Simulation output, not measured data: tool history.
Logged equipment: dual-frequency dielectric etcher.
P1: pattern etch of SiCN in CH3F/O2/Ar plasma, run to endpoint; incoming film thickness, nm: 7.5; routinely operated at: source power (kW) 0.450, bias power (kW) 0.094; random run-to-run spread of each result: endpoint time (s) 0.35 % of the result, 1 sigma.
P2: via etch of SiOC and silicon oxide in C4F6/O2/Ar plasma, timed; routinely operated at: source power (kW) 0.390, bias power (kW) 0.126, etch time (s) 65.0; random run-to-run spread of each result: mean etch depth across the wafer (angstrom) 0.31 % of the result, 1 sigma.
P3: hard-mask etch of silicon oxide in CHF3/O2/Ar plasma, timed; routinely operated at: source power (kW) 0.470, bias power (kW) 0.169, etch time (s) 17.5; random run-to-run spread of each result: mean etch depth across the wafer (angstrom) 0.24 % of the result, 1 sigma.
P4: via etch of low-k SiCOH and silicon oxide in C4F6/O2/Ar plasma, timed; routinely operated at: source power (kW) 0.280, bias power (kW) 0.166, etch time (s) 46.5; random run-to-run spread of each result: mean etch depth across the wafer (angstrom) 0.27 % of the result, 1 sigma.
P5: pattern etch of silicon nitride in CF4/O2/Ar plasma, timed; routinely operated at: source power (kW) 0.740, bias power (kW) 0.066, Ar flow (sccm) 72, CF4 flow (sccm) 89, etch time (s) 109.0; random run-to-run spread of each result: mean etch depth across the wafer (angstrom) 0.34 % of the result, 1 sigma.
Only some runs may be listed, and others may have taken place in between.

run,hour,process that ran,source power (kW),bias power (kW),etch time (s),Ar flow (sccm),CF4 flow (sccm),hours since the last wet clean,hours since the last source power generator calibration,hours since the last bias power generator calibration,endpoint time (s),mean etch depth across the wafer (angstrom)
1,6.3,P1,0.450,0.094,,,,211.0,2495.6,2257.6,17.107,
2,11.3,P4,0.280,0.226,46.5,,,216.0,2500.6,2262.6,,1118.80
3,18.2,P3,0.470,0.123,17.5,,,222.9,2507.5,2269.5,,280.54
4,28.8,P5,0.740,0.042,109.0,72,89,233.5,2518.1,2280.1,,2954.90
5,36.4,P4,0.280,0.166,25.5,,,241.1,2525.7,2287.7,,555.99
6,41.6,P2,0.390,0.126,65.0,,,246.3,2530.9,2292.9,,644.70
7,50.7,P4,0.200,0.166,46.5,,,255.4,2540.0,2302.0,,889.63
8,61.3,P3,0.470,0.169,17.5,,,266.0,2550.6,2312.6,,309.72
9,66.8,P4,0.280,0.166,46.5,,,271.5,2556.1,2318.1,,1012.80
10,75.2,P1,0.450,0.094,,,,279.9,2564.5,2326.5,17.136,
11,81.9,P3,0.470,0.169,10.5,,,286.6,2571.2,2333.2,,184.94
12,87.2,P1,0.450,0.128,,,,291.9,2576.5,2338.5,15.277,
13,95.3,P3,0.310,0.169,17.5,,,300.0,2584.6,2346.6,,264.28
14,105.7,P1,0.450,0.094,,,,310.4,2595.0,2357.0,17.128,
15,114.8,P5,0.740,0.066,109.0,72,89,319.5,2604.1,2366.1,,3491.50
16,120.7,P1,0.450,0.094,,,,325.4,2610.0,2372.0,17.120,
17,126.3,P5,0.740,0.066,109.0,72,72,331.0,2615.6,2377.6,,3395.50
18,131.9,P1,0.520,0.122,,,,336.6,2621.2,2383.2,14.704,
19,136.9,P3,0.470,0.169,17.5,,,341.6,2626.2,2388.2,,308.52
20,146.8,P5,0.740,0.066,79.5,72,89,351.5,2636.1,2398.1,,2528.20
21,151.8,P2,0.250,0.126,65.0,,,356.5,2641.1,2403.1,,538.90
22,157.7,P1,0.360,0.094,,,,362.4,2647.0,2409.0,18.617,
23,163.5,P2,0.390,0.095,65.0,,,368.2,2652.8,2414.8,,593.24
# hour 169.6: source power generator calibrated
24,173.6,P5,0.740,0.066,109.0,56,89,378.3,4.1,2424.9,,3554.90
25,183.9,P4,0.280,0.166,46.5,,,388.6,14.4,2435.2,,1012.80
26,189.7,P2,0.390,0.126,42.0,,,394.4,20.2,2441.0,,416.92
27,198.1,P1,0.580,0.094,,,,402.8,28.6,2449.4,15.558,
28,205.6,P5,0.510,0.066,109.0,72,89,410.3,36.1,2456.9,,2505.90
29,211.7,P1,0.450,0.065,,,,416.4,42.2,2463.0,19.518,
30,218.3,P1,0.450,0.094,,,,423.0,48.8,2469.6,17.136,
31,224.4,P1,0.450,0.094,,,,429.1,54.9,2475.7,17.162,
32,230.9,P1,0.450,0.094,,,,435.6,61.4,2482.2,16.974,
33,237.8,P1,0.450,0.094,,,,442.5,68.3,2489.1,16.944,
# hour 243.1: wet clean of the chamber
34,244.1,P1,0.450,0.094,,,,1.0,74.6,2495.4,16.987,
35,250.3,P1,0.450,0.094,,,,7.2,80.8,2501.6,16.860,
36,257.7,P1,0.450,0.094,,,,14.6,88.2,2509.0,16.843,
37,264.0,P1,0.450,0.094,,,,20.9,94.5,2515.3,16.781,

P1 has crept away from where it was. The log is fitted equally well by each of these 2 causes, at the sizes shown:
A: source power that arrives over what is set, % = 4.86
B: bias power that arrives over what is set, % = 4.85
The process output started creeping at around hour 224.4.
What rules out each remaining cause:
chamber walls in a state that raises the etch rate, %: serviced after onset, at hour 243.1, with no recovery of the prior output

4 check runs are offered, one wafer each, their results left as question marks. Which one tells the causes apart?
check 1,270.3,P2,0.390,0.097,65.0,,,,,,,?
check 2,270.3,P5,0.740,0.043,109.0,72,72,,,,,?
check 3,270.3,P3,0.470,0.129,12.5,,,,,,,?
check 4,270.3,P4,0.280,0.166,28.0,,,,,,,?

Expected result of each check under each candidate cause:
check,result,if A,if B
check 1,mean etch depth across the wafer (angstrom),609.52,605.96
check 2,mean etch depth across the wafer (angstrom),3016.90,2942.40
check 3,mean etch depth across the wafer (angstrom),206.02,205.35
check 4,mean etch depth across the wafer (angstrom),620.95,618.93
Per-check spread between the two closest causes, in the result where they differ most: check 1 0.59 %; check 2 2.5 %; check 3 0.33 %; check 4 0.33 %
Check 2 is the one run that separates the causes; every other check would come out nearly the same whichever cause is at work.

With check 2 done, the readings were: mean etch depth across the wafer (angstrom) 3002.50. Identify which of the listed causes applies.

It is A: source power that arrives over what is set, %.
